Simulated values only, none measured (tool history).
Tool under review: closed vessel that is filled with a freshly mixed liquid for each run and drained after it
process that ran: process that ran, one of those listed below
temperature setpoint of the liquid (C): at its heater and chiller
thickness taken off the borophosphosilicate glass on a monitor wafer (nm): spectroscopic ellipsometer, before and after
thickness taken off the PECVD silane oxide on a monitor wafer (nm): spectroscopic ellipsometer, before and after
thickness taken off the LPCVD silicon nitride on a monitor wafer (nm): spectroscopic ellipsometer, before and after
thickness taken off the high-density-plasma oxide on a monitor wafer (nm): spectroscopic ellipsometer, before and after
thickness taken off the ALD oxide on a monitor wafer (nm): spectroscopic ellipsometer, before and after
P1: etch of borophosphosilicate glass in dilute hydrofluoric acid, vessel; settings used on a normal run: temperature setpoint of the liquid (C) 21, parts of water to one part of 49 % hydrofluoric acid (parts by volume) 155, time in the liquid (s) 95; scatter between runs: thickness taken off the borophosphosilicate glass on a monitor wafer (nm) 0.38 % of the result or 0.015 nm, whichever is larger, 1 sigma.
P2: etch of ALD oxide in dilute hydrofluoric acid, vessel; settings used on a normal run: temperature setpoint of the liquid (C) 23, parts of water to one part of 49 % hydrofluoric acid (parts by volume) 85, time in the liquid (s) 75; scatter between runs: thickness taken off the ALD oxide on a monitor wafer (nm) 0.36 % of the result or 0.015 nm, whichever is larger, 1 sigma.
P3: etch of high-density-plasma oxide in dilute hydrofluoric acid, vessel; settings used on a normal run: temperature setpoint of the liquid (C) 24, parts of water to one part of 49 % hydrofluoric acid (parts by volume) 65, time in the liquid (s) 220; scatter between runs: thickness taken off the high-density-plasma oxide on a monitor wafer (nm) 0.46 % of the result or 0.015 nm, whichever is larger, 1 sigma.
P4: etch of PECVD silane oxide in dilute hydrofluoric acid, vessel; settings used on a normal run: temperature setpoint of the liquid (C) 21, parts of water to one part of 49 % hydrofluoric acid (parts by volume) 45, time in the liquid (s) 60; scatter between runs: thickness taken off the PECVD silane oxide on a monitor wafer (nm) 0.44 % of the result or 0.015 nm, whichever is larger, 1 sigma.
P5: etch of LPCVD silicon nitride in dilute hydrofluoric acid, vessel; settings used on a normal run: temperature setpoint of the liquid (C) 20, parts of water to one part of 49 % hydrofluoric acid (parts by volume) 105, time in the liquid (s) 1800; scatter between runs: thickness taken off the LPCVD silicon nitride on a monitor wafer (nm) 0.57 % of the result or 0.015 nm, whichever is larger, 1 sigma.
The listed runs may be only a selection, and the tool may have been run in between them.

run   hour  process that ran  temperature setpoint of the liquid (C)  parts of water to one part of 49 % hydrofluoric acid (parts by volume)  time in the liquid (s)  hours since the thermometer was replaced  hours since the hydrofluoric acid flow meter was replaced  thickness taken off the borophosphosilicate glass on a monitor wafer (nm)  thickness taken off the PECVD silane oxide on a monitor wafer (nm)  thickness taken off the LPCVD silicon nitride on a monitor wafer (nm)  thickness taken off the high-density-plasma oxide on a monitor wafer (nm)  thickness taken off the ALD oxide on a monitor wafer (nm)
  1   16.9                P1                                      21                                                                     155                      95                                     348.9                                                     1172.4                                                                     40.536
  2   27.2                P4                                      21                                                                      45                      60                                     359.2                                                     1182.7                                                                                                                                         33.343
  3   35.2                P5                                      20                                                                     105                    3400                                     367.2                                                     1190.7                                                                                                                                                                                                                 13.22
  4   50.2                P4                                      21                                                                      80                      60                                     382.2                                                     1205.7                                                                                                                                         17.949
  5   60.4                P3                                      24                                                                      65                      30                                     392.4                                                     1215.9                                                                                                                                                                                                                                                                                           2.5882
  6   77.5                P2                                      23                                                                      85                      30                                     409.5                                                       1233                                                                                                                                                                                                                                                                                                                                                      5.2248
  7   87.5                P2                                      18                                                                      85                      75                                     419.5                                                       1243                                                                                                                                                                                                                                                                                                                                                      10.706
  8   96.8                P3                                      24                                                                      65                     220                                     428.8                                                     1252.3                                                                                                                                                                                                                                                                                           19.348
  9  111.4                P1                                      17                                                                     155                      95                                     443.4                                                     1266.9                                                                     34.534
 10  126.8                P1                                      21                                                                     265                      35                                     458.8                                                     1282.3                                                                     7.7569
 11  139.2                P1                                    25.5                                                                     155                     185                                     471.2                                                     1294.7                                                                     93.407
 12  148.4                P1                                      21                                                                     155                      95                                     480.4                                                     1303.9                                                                     40.407
 13  162.2                P5                                      20                                                                     105                    1800                                     494.2                                                     1317.7                                                                                                                                                                                                                6.9527
     162.3  -- thermometer replaced
 14  177.5                P2                                      23                                                                      85                      75                                      15.2                                                       1333                                                                                                                                                                                                                                                                                                                                                      13.262
 15  189.2                P2                                      23                                                                      85                      75                                      26.9                                                     1344.7                                                                                                                                                                                                                                                                                                                                                      13.222
 16  197.7                P1                                    27.5                                                                     155                      95                                      35.4                                                     1353.2                                                                     51.792
 17    208                P1                                      21                                                                     155                      95                                      45.7                                                     1363.5                                                                     40.209
 18  224.3                P4                                      28                                                                      45                      60                                        62                                                     1379.8                                                                                                                                         44.538
 19  241.5                P1                                      21                                                                     155                      95                                      79.2                                                       1397                                                                     40.351
 20  253.7                P3                                      24                                                                      90                     220                                      91.4                                                     1409.2                                                                                                                                                                                                                                                                                           13.429
 21  262.3                P5                                    26.5                                                                     105                    1800                                       100                                                     1417.8                                                                                                                                                                                                                10.791
 22  270.1                P2                                      23                                                                     140                      75                                     107.8                                                     1425.6                                                                                                                                                                                                                                                                                                                                                      7.5678
 23  282.1                P3                                      17                                                                      65                     220                                     119.8                                                     1437.6                                                                                                                                                                                                                                                                                           14.415
 24  294.4                P5                                      20                                                                      60                    1800                                     132.1                                                     1449.9                                                                                                                                                                                                                12.087
 25  306.5                P1                                      21                                                                     155                     185                                     144.2                                                       1462                                                                     78.637
 26  316.1                P1                                      18                                                                     155                     150                                     153.8                                                     1471.6                                                                     56.567
 27  328.2                P1                                      21                                                                     155                      95                                     165.9                                                     1483.7                                                                     40.246
 28  340.5                P3                                      24                                                                      65                     220                                     178.2                                                       1496                                                                                                                                                                                                                                                                                           19.468
 29  356.4                P1                                      21                                                                     260                      95                                     194.1                                                     1511.9                                                                     21.655
 30  366.9                P1                                      21                                                                     155                      95                                     204.6                                                     1522.4                                                                     39.942
 31  383.4                P4                                      21                                                                      45                     115                                     221.1                                                     1538.9                                                                                                                                         63.974
 32  396.3                P1                                      21                                                                      40                      95                                       234                                                     1551.8                                                                     179.88
 33  407.8                P1                                      21                                                                     155                      30                                     245.5                                                     1563.3                                                                     12.839
 34  424.7                P1                                      21                                                                     155                      95                                     262.4                                                     1580.2                                                                     40.306
 35  434.1                P1                                      21                                                                     155                      95                                     271.8                                                     1589.6                                                                     39.711
 36  449.2                P1                                      21                                                                     155                      95                                     286.9                                                     1604.7                                                                     38.982
 37    460                P1                                      21                                                                     155                      95                                     297.7                                                     1615.5                                                                     38.468
 38  475.6                P1                                      21                                                                     155                      95                                     313.3                                                     1631.1                                                                     37.917
 39  489.2                P1                                      21                                                                     155                      95                                     326.9                                                     1644.7                                                                     37.754
 40  499.7                P1                                      21                                                                     155                      95                                     337.4                                                     1655.2                                                                     37.612
 41  511.9                P1                                      21                                                                     155                      95                                     349.6                                                     1667.4                                                                     37.782
 42  521.3                P1                                      21                                                                     155                      95                                       359                                                     1676.8                                                                     37.576
 43  537.9                P1                                      21                                                                     155                      95                                     375.6                                                     1693.4                                                                      37.44
 44  550.9                P1                                      21                                                                     155                      95                                     388.6                                                     1706.4                                                                     37.482
 45    568                P1                                      21                                                                     155                      95                                     405.7                                                     1723.5                                                                     37.118

P1 no longer gives what it gave before; its output has crept away from where it was. The following 2 causes, each at its listed size, fit the log equally well:
A: hydrofluoric acid flow below the setpoint (%) = 6.32
B: liquid colder than its thermometer reads (K) = 1.93
The process output started creeping at around hour 424.7.

Which of the 4 check runs listed below separates the causes, so that each cause would produce a clearly different result? Each run uses one wafer, and its results are marked with question marks.
check 1  585.1                P5                                    25.5                                                                     105                    3395                                                                                                                                                                                                                                                                                                                          ?
check 2  585.1                P2                                      23                                                                     135                      75                                                                                                                                                                                                                                                                                                                                                                                                                                                                ?
check 3  585.1                P3                                      24                                                                      85                      35                                                                                                                                                                                                                                                                                                                                                                                                     ?
check 4  585.1                P4                                      21                                                                      70                      60                                                                                                                                                                                                                                                   ?

Predicted outcomes, by check and by cause:
  check                                                                     result    if A    if B
check 1      thickness taken off the LPCVD silicon nitride on a monitor wafer (nm)  17.868  16.801
check 2                  thickness taken off the ALD oxide on a monitor wafer (nm)  7.2526  7.2498
check 3  thickness taken off the high-density-plasma oxide on a monitor wafer (nm)  2.1314  2.1196
check 4         thickness taken off the PECVD silane oxide on a monitor wafer (nm)  19.315  19.124
Gap, in per cent, between the two causes that each check separates least, read from the result that separates them most: check 1 6.16 %; check 2 0.04 %; check 3 0.56 %; check 4 0.99 %
Of the check runs offered, only check 1 discriminates between the causes; the rest would read about the same regardless of which cause applies.

Then check 1 was run and gave: thickness taken off the LPCVD silicon nitride on a monitor wafer (nm) 16.839. Which cause is it?

Of the candidate causes, it is B: liquid colder than its thermometer reads (K).
